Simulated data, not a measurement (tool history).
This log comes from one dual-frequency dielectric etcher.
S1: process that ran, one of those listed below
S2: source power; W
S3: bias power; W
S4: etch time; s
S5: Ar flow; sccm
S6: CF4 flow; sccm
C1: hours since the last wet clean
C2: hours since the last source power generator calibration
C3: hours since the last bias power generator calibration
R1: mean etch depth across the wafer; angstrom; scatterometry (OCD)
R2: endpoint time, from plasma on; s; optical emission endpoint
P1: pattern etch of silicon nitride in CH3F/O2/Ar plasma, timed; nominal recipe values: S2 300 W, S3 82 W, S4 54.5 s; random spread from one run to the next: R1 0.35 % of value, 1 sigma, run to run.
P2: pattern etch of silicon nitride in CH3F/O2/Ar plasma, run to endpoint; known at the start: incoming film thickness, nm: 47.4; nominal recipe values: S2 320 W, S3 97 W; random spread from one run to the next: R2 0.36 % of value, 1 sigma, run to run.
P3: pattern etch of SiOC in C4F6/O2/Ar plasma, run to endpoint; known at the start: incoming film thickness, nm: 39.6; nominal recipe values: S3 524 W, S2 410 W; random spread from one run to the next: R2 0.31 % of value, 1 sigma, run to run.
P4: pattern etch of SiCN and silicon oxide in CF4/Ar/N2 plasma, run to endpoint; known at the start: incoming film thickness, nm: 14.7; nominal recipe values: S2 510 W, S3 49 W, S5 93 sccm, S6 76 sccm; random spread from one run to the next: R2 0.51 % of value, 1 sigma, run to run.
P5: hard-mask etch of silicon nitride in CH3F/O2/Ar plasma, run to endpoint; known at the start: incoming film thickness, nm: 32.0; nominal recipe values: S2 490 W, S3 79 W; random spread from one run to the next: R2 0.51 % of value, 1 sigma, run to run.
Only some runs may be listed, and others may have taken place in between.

run,day,S1,S2,S3,S4,S5,S6,C1,C2,C3,R1,R2
1,0.225,P1,300,82,54.5,,,78.3,2012.3,2218.9,357.55,
2,0.579,P1,360,82,54.5,,,86.8,2020.8,2227.4,381.50,
3,0.833,P3,410,524,,,,92.9,2026.9,2233.5,,12.460
4,1.196,P4,510,49,,93,101,101.6,2035.6,2242.2,,16.139
5,1.412,P2,320,58,,,,106.8,2040.8,2247.4,,78.313
6,1.842,P4,510,49,,93,76,117.1,2051.1,2257.7,,17.031
7,2.196,P2,320,97,,,,125.6,2059.6,2266.2,,65.619
8,2.408,P2,450,97,,,,130.7,2064.7,2271.3,,57.593
9,2.746,P4,510,49,,93,76,138.8,2072.8,2279.4,,16.896
10,3.029,P1,300,53,54.5,,,145.6,2079.6,2286.2,306.22,
11,3.329,P1,300,82,54.5,,,152.8,2086.8,2293.4,355.98,
12,3.542,P4,510,60,,93,76,157.9,2091.9,2298.5,,16.087
13,3.979,P1,410,108,54.5,,,168.4,2102.4,2309.0,444.58,
14,4.217,P3,550,524,,,,174.1,2108.1,2314.7,,11.199
15,4.558,P4,700,49,,93,76,182.3,2116.3,2322.9,,12.794
16,4.921,P5,490,53,,,,191.0,2125.0,2331.6,,46.578
17,5.150,P1,300,82,54.5,,,196.5,2130.5,2337.1,354.79,
18,5.467,P3,410,311,,,,204.1,2138.1,2344.7,,15.127
19,5.788,P1,180,82,54.5,,,211.8,2145.8,2352.4,295.44,
20,6.025,P5,490,79,,,,217.5,2151.5,2358.1,,40.581
21,6.362,P5,490,79,,,,225.6,2159.6,2366.2,,40.252
22,6.712,P1,300,82,68.5,,,234.0,2168.0,2374.6,448.99,
23,7.142,P4,510,49,,69,76,244.3,2178.3,2384.9,,16.229
24,7.562,P1,300,82,54.5,,,254.4,2188.4,2395.0,359.83,
25,7.962,P1,300,82,31.5,,,264.0,2198.0,2404.6,207.28,
26,8.362,P5,300,79,,,,273.6,2207.6,2414.2,,48.633
27,8.771,P1,300,82,54.5,,,283.4,2217.4,2424.0,357.38,
28,9.142,P1,300,103,54.5,,,292.3,2226.3,2432.9,389.06,
29,9.596,P3,410,524,,,,303.2,2237.2,2443.8,,12.428
30,10.058,P1,300,82,54.5,,,314.3,2248.3,2454.9,355.38,
31,10.388,P1,300,82,54.5,,,322.2,2256.2,2462.8,354.41,
32,10.788,P1,300,82,54.5,,,331.8,2265.8,2472.4,350.49,
33,11.125,P1,300,82,54.5,,,339.9,2273.9,2480.5,351.58,
34,11.417,P1,300,82,54.5,,,346.9,2280.9,2487.5,351.06,
35,11.679,P1,300,82,54.5,,,353.2,2287.2,2493.8,348.69,
# day 11.904: wet clean of the chamber
36,12.071,P1,300,82,54.5,,,4.1,2296.6,2503.2,352.46,

What will run 37 give?
37,12.500,P1,300,82,54.5,,,14.4,2306.9,2513.5,?,

Run 37 yielded R1 347.56 angstrom.
